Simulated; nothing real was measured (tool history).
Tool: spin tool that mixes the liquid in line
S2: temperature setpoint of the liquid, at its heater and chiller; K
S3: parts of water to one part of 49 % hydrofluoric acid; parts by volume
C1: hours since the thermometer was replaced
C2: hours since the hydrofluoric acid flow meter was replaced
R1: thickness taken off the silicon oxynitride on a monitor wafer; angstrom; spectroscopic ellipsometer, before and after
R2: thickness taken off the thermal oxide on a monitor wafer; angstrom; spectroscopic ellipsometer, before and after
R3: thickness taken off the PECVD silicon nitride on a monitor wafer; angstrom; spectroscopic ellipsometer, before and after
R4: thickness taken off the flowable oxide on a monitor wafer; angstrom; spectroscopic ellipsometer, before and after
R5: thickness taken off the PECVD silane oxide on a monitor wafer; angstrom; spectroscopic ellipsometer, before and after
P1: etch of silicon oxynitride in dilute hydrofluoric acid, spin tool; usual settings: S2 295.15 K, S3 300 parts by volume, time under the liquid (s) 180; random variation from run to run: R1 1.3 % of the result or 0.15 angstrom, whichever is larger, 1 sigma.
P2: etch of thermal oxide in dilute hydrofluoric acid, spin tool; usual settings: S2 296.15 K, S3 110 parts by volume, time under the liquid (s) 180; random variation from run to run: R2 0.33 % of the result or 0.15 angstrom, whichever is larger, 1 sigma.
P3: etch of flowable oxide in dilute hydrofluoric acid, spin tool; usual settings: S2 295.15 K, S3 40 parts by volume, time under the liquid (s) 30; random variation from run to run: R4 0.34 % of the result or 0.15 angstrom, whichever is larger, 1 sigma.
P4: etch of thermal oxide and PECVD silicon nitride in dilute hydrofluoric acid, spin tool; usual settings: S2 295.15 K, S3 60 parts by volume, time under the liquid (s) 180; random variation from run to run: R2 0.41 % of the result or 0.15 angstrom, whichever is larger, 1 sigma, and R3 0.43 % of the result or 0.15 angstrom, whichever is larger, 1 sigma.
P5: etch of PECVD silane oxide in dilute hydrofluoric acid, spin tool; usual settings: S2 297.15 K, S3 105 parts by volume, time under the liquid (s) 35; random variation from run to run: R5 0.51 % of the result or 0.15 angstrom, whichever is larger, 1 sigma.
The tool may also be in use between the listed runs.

run 1 hour=12.5 | process_that_ran=P1 S2=295.15 S3=300 time_under_the_liquid_(s)=180 | C1=830.3 C2=918 | R1=20.24
run 2 hour=18.9 | process_that_ran=P4 S2=295.15 S3=85 time_under_the_liquid_(s)=180 | C1=836.7 C2=924.4 | R2=96.615 R3=65.971
run 3 hour=26.1 | process_that_ran=P2 S2=300.15 S3=110 time_under_the_liquid_(s)=180 | C1=843.9 C2=931.6 | R2=89.247
run 4 hour=39.8 | process_that_ran=P4 S2=295.15 S3=60 time_under_the_liquid_(s)=335 | C1=857.6 C2=945.3 | R2=266.63 R3=171.54
run 5 hour=48 | process_that_ran=P1 S2=295.15 S3=80 time_under_the_liquid_(s)=40 | C1=865.8 C2=953.5 | R1=20.478
run 6 hour=59.6 | process_that_ran=P1 S2=295.15 S3=300 time_under_the_liquid_(s)=180 | C1=877.4 C2=965.1 | R1=19.898
run 7 hour=69.4 | process_that_ran=P2 S2=296.15 S3=110 time_under_the_liquid_(s)=180 | C1=887.2 C2=974.9 | R2=76.353
run 8 hour=78.8 | process_that_ran=P2 S2=296.15 S3=180 time_under_the_liquid_(s)=180 | C1=896.6 C2=984.3 | R2=43.288
run 9 hour=85.2 | process_that_ran=P1 S2=301.65 S3=300 time_under_the_liquid_(s)=180 | C1=903 C2=990.7 | R1=26.664
run 10 hour=93.4 | process_that_ran=P2 S2=296.15 S3=110 time_under_the_liquid_(s)=15 | C1=911.2 C2=998.9 | R2=6.1719
run 11 hour=101.7 | process_that_ran=P1 S2=295.15 S3=300 time_under_the_liquid_(s)=180 | C1=919.5 C2=1007.2 | R1=20.736
run 12 hour=113.4 | process_that_ran=P3 S2=302.15 S3=40 time_under_the_liquid_(s)=30 | C1=931.2 C2=1018.9 | R4=262.24
run 13 hour=125.1 | process_that_ran=P1 S2=295.15 S3=300 time_under_the_liquid_(s)=180 | C1=942.9 C2=1030.6 | R1=19.757
run 14 hour=132.4 | process_that_ran=P1 S2=290.15 S3=300 time_under_the_liquid_(s)=180 | C1=950.2 C2=1037.9 | R1=16.095
run 15 hour=138.2 | process_that_ran=P1 S2=295.15 S3=300 time_under_the_liquid_(s)=180 | C1=956 C2=1043.7 | R1=20.219
run 16 hour=150.1 | process_that_ran=P4 S2=290.15 S3=60 time_under_the_liquid_(s)=180 | C1=967.9 C2=1055.6 | R2=115.26 R3=65.81
run 17 hour=156.4 | process_that_ran=P1 S2=295.15 S3=300 time_under_the_liquid_(s)=180 | C1=974.2 C2=1061.9 | R1=20.266
run 18 hour=167.5 | process_that_ran=P1 S2=295.15 S3=300 time_under_the_liquid_(s)=180 | C1=985.3 C2=1073 | R1=20.498
run 19 hour=177.1 | process_that_ran=P3 S2=295.15 S3=40 time_under_the_liquid_(s)=55 | C1=994.9 C2=1082.6 | R4=361.71
run 20 hour=184.9 | process_that_ran=P4 S2=295.15 S3=60 time_under_the_liquid_(s)=180 | C1=1002.7 C2=1090.4 | R2=142.65 R3=92.658
run 21 hour=192.7 | process_that_ran=P1 S2=295.15 S3=435 time_under_the_liquid_(s)=180 | C1=1010.5 C2=1098.2 | R1=13.049
run 22 hour=201 | process_that_ran=P1 S2=295.15 S3=510 time_under_the_liquid_(s)=285 | C1=1018.8 C2=1106.5 | R1=16.52
run 23 hour=209.7 | process_that_ran=P3 S2=295.15 S3=60 time_under_the_liquid_(s)=30 | C1=1027.5 C2=1115.2 | R4=128.21
run 24 hour=220.1 | process_that_ran=P5 S2=297.15 S3=145 time_under_the_liquid_(s)=35 | C1=1037.9 C2=1125.6 | R5=117.18
run 25 hour=233.1 | process_that_ran=P3 S2=295.15 S3=40 time_under_the_liquid_(s)=30 | C1=1050.9 C2=1138.6 | R4=196.88
run 26 hour=243.7 | process_that_ran=P1 S2=295.15 S3=395 time_under_the_liquid_(s)=70 | C1=1061.5 C2=1149.2 | R1=5.4156
run 27 hour=253.4 | process_that_ran=P1 S2=295.15 S3=145 time_under_the_liquid_(s)=180 | C1=1071.2 C2=1158.9 | R1=46.564
run 28 hour=259.2 | process_that_ran=P1 S2=295.15 S3=300 time_under_the_liquid_(s)=35 | C1=1077 C2=1164.7 | R1=3.798
run 29 hour=269.1 | process_that_ran=P5 S2=297.15 S3=105 time_under_the_liquid_(s)=55 | C1=1086.9 C2=1174.6 | R5=268.26
run 30 hour=277.7 | process_that_ran=P1 S2=295.15 S3=300 time_under_the_liquid_(s)=335 | C1=1095.5 C2=1183.2 | R1=36.989
run 31 hour=285.1 | process_that_ran=P5 S2=292.65 S3=105 time_under_the_liquid_(s)=35 | C1=1102.9 C2=1190.6 | R5=141.32
run 32 hour=292.4 | process_that_ran=P5 S2=297.15 S3=105 time_under_the_liquid_(s)=35 | C1=1110.2 C2=1197.9 | R5=170.33
run 33 hour=301.8 | process_that_ran=P1 S2=295.15 S3=300 time_under_the_liquid_(s)=180 | C1=1119.6 C2=1207.3 | R1=20.173
run 34 hour=313.7 | process_that_ran=P1 S2=295.15 S3=300 time_under_the_liquid_(s)=180 | C1=1131.5 C2=1219.2 | R1=19.97
run 35 hour=322.6 | process_that_ran=P1 S2=295.15 S3=300 time_under_the_liquid_(s)=180 | C1=1140.4 C2=1228.1 | R1=19.451
run 36 hour=329.5 | process_that_ran=P1 S2=295.15 S3=300 time_under_the_liquid_(s)=180 | C1=1147.3 C2=1235 | R1=19.043
run 37 hour=338 | process_that_ran=P1 S2=295.15 S3=300 time_under_the_liquid_(s)=180 | C1=1155.8 C2=1243.5 | R1=18.934
run 38 hour=348 | process_that_ran=P1 S2=295.15 S3=300 time_under_the_liquid_(s)=180 | C1=1165.8 C2=1253.5 | R1=19.399
run 39 hour=355 | process_that_ran=P1 S2=295.15 S3=300 time_under_the_liquid_(s)=180 | C1=1172.8 C2=1260.5 | R1=18.154
run 40 hour=361.7 | process_that_ran=P1 S2=295.15 S3=300 time_under_the_liquid_(s)=180 | C1=1179.5 C2=1267.2 | R1=18.452
run 41 hour=372.2 | process_that_ran=P1 S2=295.15 S3=300 time_under_the_liquid_(s)=180 | C1=1190 C2=1277.7 | R1=19.055
run 42 hour=379.6 | process_that_ran=P1 S2=295.15 S3=300 time_under_the_liquid_(s)=180 | C1=1197.4 C2=1285.1 | R1=18.884

What P1 gives has crept away from where it was. These 2 causes fit the log equally well, each at the size given:
A: liquid colder than its thermometer reads (K) = 1.77
B: hydrofluoric acid flow below the setpoint (%) = 6.26
The creep began at about hour 301.8.

4 check runs are offered, one wafer each, their results left as question marks. Which one tells the causes apart?
run check 1 hour=387 | process_that_ran=P5 S2=297.15 S3=105 time_under_the_liquid_(s)=35 | R5=?
run check 2 hour=387 | process_that_ran=P2 S2=296.15 S3=110 time_under_the_liquid_(s)=180 | R2=?
run check 3 hour=387 | process_that_ran=P3 S2=295.15 S3=40 time_under_the_liquid_(s)=30 | R4=?
run check 4 hour=387 | process_that_ran=P4 S2=295.15 S3=60 time_under_the_liquid_(s)=180 | R2=? R3=?

What each check would give under each cause:
check=check_1 result=R5 if_A=159.1 if_B=158.67
check=check_2 result=R2 if_A=71.221 if_B=71.045
check=check_3 result=R4 if_A=182.66 if_B=183.95
check=check_4 result=R2 if_A=132.24 if_B=132.81
check=check_4 result=R3 if_A=81.897 if_B=86.799
How far apart the two closest causes lie, in the result that separates them most: check 1 0.27 %; check 2 0.25 %; check 3 0.71 %; check 4 5.81 %
Only check 4 tells the causes apart: in the others they would give nearly the same result.

Then check 4 was run and gave: R2 133.17 angstrom; R3 86.855 angstrom. Which cause is it?

It is B: hydrofluoric acid flow below the setpoint (%).

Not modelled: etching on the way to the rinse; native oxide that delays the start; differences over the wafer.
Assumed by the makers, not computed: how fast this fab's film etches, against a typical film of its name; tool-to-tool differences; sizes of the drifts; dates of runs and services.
